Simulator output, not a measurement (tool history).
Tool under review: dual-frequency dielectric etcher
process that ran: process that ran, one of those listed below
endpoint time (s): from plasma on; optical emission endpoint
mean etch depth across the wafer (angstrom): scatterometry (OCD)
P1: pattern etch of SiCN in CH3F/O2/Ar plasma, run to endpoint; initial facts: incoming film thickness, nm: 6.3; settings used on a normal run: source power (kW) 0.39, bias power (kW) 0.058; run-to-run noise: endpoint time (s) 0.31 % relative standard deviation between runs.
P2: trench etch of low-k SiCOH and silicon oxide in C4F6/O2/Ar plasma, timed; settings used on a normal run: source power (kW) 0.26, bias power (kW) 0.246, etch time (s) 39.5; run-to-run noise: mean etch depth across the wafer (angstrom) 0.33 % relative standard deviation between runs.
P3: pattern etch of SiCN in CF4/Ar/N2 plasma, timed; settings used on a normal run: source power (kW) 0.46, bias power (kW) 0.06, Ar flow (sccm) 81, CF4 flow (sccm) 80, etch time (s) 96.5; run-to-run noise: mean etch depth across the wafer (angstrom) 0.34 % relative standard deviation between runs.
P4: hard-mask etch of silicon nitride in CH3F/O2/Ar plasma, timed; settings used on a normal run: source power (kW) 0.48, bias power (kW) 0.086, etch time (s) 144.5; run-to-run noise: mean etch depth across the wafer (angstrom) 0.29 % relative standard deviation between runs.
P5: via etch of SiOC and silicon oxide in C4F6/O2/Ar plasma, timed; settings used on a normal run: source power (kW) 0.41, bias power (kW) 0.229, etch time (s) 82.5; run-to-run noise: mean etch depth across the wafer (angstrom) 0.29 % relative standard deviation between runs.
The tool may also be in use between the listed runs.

run   hour  process that ran  source power (kW)  bias power (kW)  etch time (s)  Ar flow (sccm)  CF4 flow (sccm)  hours since the last wet clean  hours since the last source power generator calibration  hours since the last bias power generator calibration  endpoint time (s)  mean etch depth across the wafer (angstrom)
  1   11.4                P1               0.39            0.058                                                                             281                                                     1962                                                   1192             18.253
  2   19.8                P5               0.41            0.229           45.5                                                            289.4                                                   1970.4                                                 1200.4                                                          561.62
  3   34.5                P1               0.49            0.058                                                                           304.1                                                   1985.1                                                 1215.1             16.744
  4   42.1                P2               0.26            0.246             25                                                            311.7                                                   1992.7                                                 1222.7                                                          739.76
  5   59.1                P4               0.48            0.114          144.5                                                            328.7                                                   2009.7                                                 1239.7                                                          1312.9
  6   74.7                P2               0.26            0.246           39.5                                                            344.3                                                   2025.3                                                 1255.3                                                          1166.6
  7     90                P3               0.28             0.06           96.5              81               80                           359.6                                                   2040.6                                                 1270.6                                                          547.39
  8  100.2                P3               0.46            0.073           96.5              81               80                           369.8                                                   2050.8                                                 1280.8                                                          897.33
  9  109.7                P4               0.48            0.086             99                                                            379.3                                                   2060.3                                                 1290.3                                                          812.69
 10  125.9                P1               0.39            0.058                                                                           395.5                                                   2076.5                                                 1306.5             18.253
 11  138.5                P2               0.26            0.246           39.5                                                            408.1                                                   2089.1                                                 1319.1                                                          1166.6
 12  150.3                P3               0.46             0.06           96.5              81               97                           419.9                                                   2100.9                                                 1330.9                                                          870.46
 13  159.2                P4               0.31            0.086          144.5                                                            428.8                                                   2109.8                                                 1339.8                                                          1007.1
 14  170.9                P2               0.22            0.246           39.5                                                            440.5                                                   2121.5                                                 1351.5                                                          1101.2
 15  180.2                P1                0.3            0.058                                                                           449.8                                                   2130.8                                                 1360.8             20.221
 16  191.8                P3               0.46             0.06           96.5              61               80                           461.4                                                   2142.4                                                 1372.4                                                          876.34
 17  206.1                P3               0.46             0.06          133.5              81               80                           475.7                                                   2156.7                                                 1386.7                                                          1177.5
 18    217                P5               0.41            0.319           82.5                                                            486.6                                                   2167.6                                                 1397.6                                                            1142
 19  229.1                P4               0.48            0.086          144.5                                                            498.7                                                   2179.7                                                 1409.7                                                          1185.9
 20  238.4                P4               0.48            0.086          144.5                                                              508                                                     2189                                                   1419                                                          1181.3
 21  252.3                P5               0.55            0.229           82.5                                                            521.9                                                   2202.9                                                 1432.9                                                          1146.5
 22  263.5                P5               0.41            0.229           82.5                                                            533.1                                                   2214.1                                                 1444.1                                                          1022.7
 23  276.3                P2               0.26            0.169           39.5                                                            545.9                                                   2226.9                                                 1456.9                                                          1028.1
 24    287                P3               0.46             0.06           96.5              81               80                           556.6                                                   2237.6                                                 1467.6                                                          849.63
 25  299.6                P1               0.39            0.058                                                                           569.2                                                   2250.2                                                 1480.2             18.351
 26  310.8                P1               0.39            0.074                                                                           580.4                                                   2261.4                                                 1491.4             16.775
 27  322.6                P1               0.39            0.058                                                                           592.2                                                   2273.2                                                 1503.2             18.312
 28  332.4                P1               0.39            0.036                                                                             602                                                     2283                                                   1513             21.403
 29  343.1                P1               0.26            0.074                                                                           612.7                                                   2293.7                                                 1523.7             19.645
 30  359.9                P1               0.39            0.058                                                                           629.5                                                   2310.5                                                 1540.5             18.307
 31  374.1                P1               0.39            0.058                                                                           643.7                                                   2324.7                                                 1554.7             18.192
 32  388.5                P1               0.39            0.058                                                                           658.1                                                   2339.1                                                 1569.1             18.209
 33  401.1                P1               0.39            0.058                                                                           670.7                                                   2351.7                                                 1581.7             18.127
     408.2  -- wet clean of the chamber
 34  417.9                P1               0.39            0.058                                                                             9.7                                                   2368.5                                                 1598.5             18.011
 35  431.2                P1               0.39            0.058                                                                              23                                                   2381.8                                                 1611.8             18.059
 36  439.1                P1               0.39            0.058                                                                            30.9                                                   2389.7                                                 1619.7             18.149
 37    456                P1               0.39            0.058                                                                            47.8                                                   2406.6                                                 1636.6             18.063
 38  470.3                P1               0.39            0.058                                                                            62.1                                                   2420.9                                                 1650.9             17.958
 39  479.9                P1               0.39            0.058                                                                            71.7                                                   2430.5                                                 1660.5             18.099

The output of P1 has drifted from where it used to be. Each of the 2 causes below, taken at the size shown beside it, accounts for the log equally well:
A: source power that arrives over what is set, % = 4.15
B: bias power that arrives over what is set, % = 4.69
The process output started creeping at around hour 359.9.
Why every other cause is out:
chamber walls in a state that raises the etch rate, %: serviced at hour 408.2, after the change had begun; the process did not return to its earlier output

The 4 check runs listed below each average the results of 2 wafers, and their outcomes are marked with question marks. Under which run would the listed causes produce clearly different results?
check 1  489.5                P3               0.46             0.06           96.5              81               80                                                                                                                                                                                                               ?
check 2  489.5                P2               0.26            0.246           39.5                                                                                                                                                                                                                                                ?
check 3  489.5                P5               0.41            0.229           82.5                                                                                                                                                                                                                                                ?
check 4  489.5                P4               0.48            0.086          144.5                                                                                                                                                                                                                                                ?

What every check run would give for each of its results, assuming each possible cause in turn:
  check                                       result    if A    if B
check 1  mean etch depth across the wafer (angstrom)  881.63   862.8
check 2  mean etch depth across the wafer (angstrom)  1185.3  1185.9
check 3  mean etch depth across the wafer (angstrom)  1036.6  1036.6
check 4  mean etch depth across the wafer (angstrom)  1202.5  1203.6
How far apart the two closest causes lie, in the result that separates them most: check 1 2.16 %; check 2 0.05 %; check 3 0 %; check 4 0.09 %
Check 1 is the one run that separates the causes; every other check would come out nearly the same whichever cause is at work.

Then check 1 was run and gave: mean etch depth across the wafer (angstrom) 882.5. Which cause is it?

It is A: source power that arrives over what is set, %.
